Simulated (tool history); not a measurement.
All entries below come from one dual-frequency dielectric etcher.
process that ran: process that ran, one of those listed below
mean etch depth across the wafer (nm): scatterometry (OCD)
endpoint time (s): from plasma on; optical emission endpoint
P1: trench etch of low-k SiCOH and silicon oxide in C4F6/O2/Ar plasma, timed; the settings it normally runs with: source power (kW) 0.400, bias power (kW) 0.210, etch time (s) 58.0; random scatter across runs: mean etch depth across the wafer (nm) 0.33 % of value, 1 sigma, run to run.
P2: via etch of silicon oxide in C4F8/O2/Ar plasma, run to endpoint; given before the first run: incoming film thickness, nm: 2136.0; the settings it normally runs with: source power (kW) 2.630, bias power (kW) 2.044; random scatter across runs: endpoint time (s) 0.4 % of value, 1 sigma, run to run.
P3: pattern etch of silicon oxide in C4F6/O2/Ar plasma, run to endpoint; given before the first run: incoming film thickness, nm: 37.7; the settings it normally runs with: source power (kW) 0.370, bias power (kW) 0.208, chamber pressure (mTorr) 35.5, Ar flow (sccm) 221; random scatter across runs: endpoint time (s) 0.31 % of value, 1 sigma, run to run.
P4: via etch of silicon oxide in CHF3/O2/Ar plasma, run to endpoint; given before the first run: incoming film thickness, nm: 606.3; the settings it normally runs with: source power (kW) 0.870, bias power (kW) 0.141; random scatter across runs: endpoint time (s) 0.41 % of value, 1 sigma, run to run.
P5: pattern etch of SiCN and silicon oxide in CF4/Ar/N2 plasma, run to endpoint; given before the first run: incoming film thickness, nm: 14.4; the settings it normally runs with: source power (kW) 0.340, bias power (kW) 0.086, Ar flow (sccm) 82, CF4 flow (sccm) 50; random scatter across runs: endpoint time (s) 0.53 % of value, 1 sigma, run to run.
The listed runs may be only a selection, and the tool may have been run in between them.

run	hour	process that ran	source power (kW)	bias power (kW)	etch time (s)	chamber pressure (mTorr)	Ar flow (sccm)	CF4 flow (sccm)	hours since the last wet clean	hours since the last source power generator calibration	hours since the last bias power generator calibration	mean etch depth across the wafer (nm)	endpoint time (s)
1	11.0	P1	0.400	0.210	58.0				162.0	1781.3	1457.1	194.46	
2	24.6	P3	0.370	0.208		28.0	221		175.6	1794.9	1470.7		10.967
3	37.4	P1	0.400	0.210	58.0				188.4	1807.7	1483.5	195.18	
4	48.7	P4	0.870	0.141					199.7	1819.0	1494.8		293.050
5	64.5	P3	0.370	0.270		35.5	221		215.5	1834.8	1510.6		10.316
6	73.5	P3	0.370	0.208		35.5	146		224.5	1843.8	1519.6		10.787
7	89.6	P1	0.400	0.210	41.5				240.6	1859.9	1535.7	138.46	
8	107.3	P2	2.630	1.356					258.3	1877.6	1553.4		422.840
9	115.4	P4	0.630	0.141					266.4	1885.7	1561.5		331.840
10	131.9	P4	0.870	0.102					282.9	1902.2	1578.0		323.420
11	141.3	P2	2.630	2.044					292.3	1911.6	1587.4		379.780
12	151.1	P5	0.340	0.086			82	50	302.1	1921.4	1597.2		20.707
13	165.5	P1	0.240	0.210	58.0				316.5	1935.8	1611.6	160.07	
14	174.6	P5	0.340	0.086			82	65	325.6	1944.9	1620.7		20.001
15	187.2	P1	0.520	0.210	58.0				338.2	1957.5	1633.3	214.66	
16	199.5	P1	0.400	0.268	41.5				350.5	1969.8	1645.6	150.17	
17	215.1	P1	0.400	0.172	58.0				366.1	1985.4	1661.2	182.66	
18	232.8	P3	0.500	0.208		35.5	221		383.8	2003.1	1678.9		10.053
19	244.7	P2	3.440	2.044					395.7	2015.0	1690.8		340.370
20	260.4	P1	0.400	0.210	58.0				411.4	2030.7	1706.5	194.81	
21	271.1	P5	0.340	0.050			82	50	422.1	2041.4	1717.2		24.989
22	287.4	P1	0.400	0.249	58.0				438.4	2057.7	1733.5	205.26	
23	298.6	P3	0.370	0.208		35.5	221		449.6	2068.9	1744.7		11.301
24	314.8	P1	0.400	0.210	58.0				465.8	2085.1	1760.9	195.53	
25	331.1	P2	2.630	2.044					482.1	2101.4	1777.2		381.640

The next listed run, before its measurement:
26	347.6	P1	0.400	0.210	86.0				498.6	2117.9	1793.7	?	

Run 26 came out at mean etch depth across the wafer (nm) 289.12.
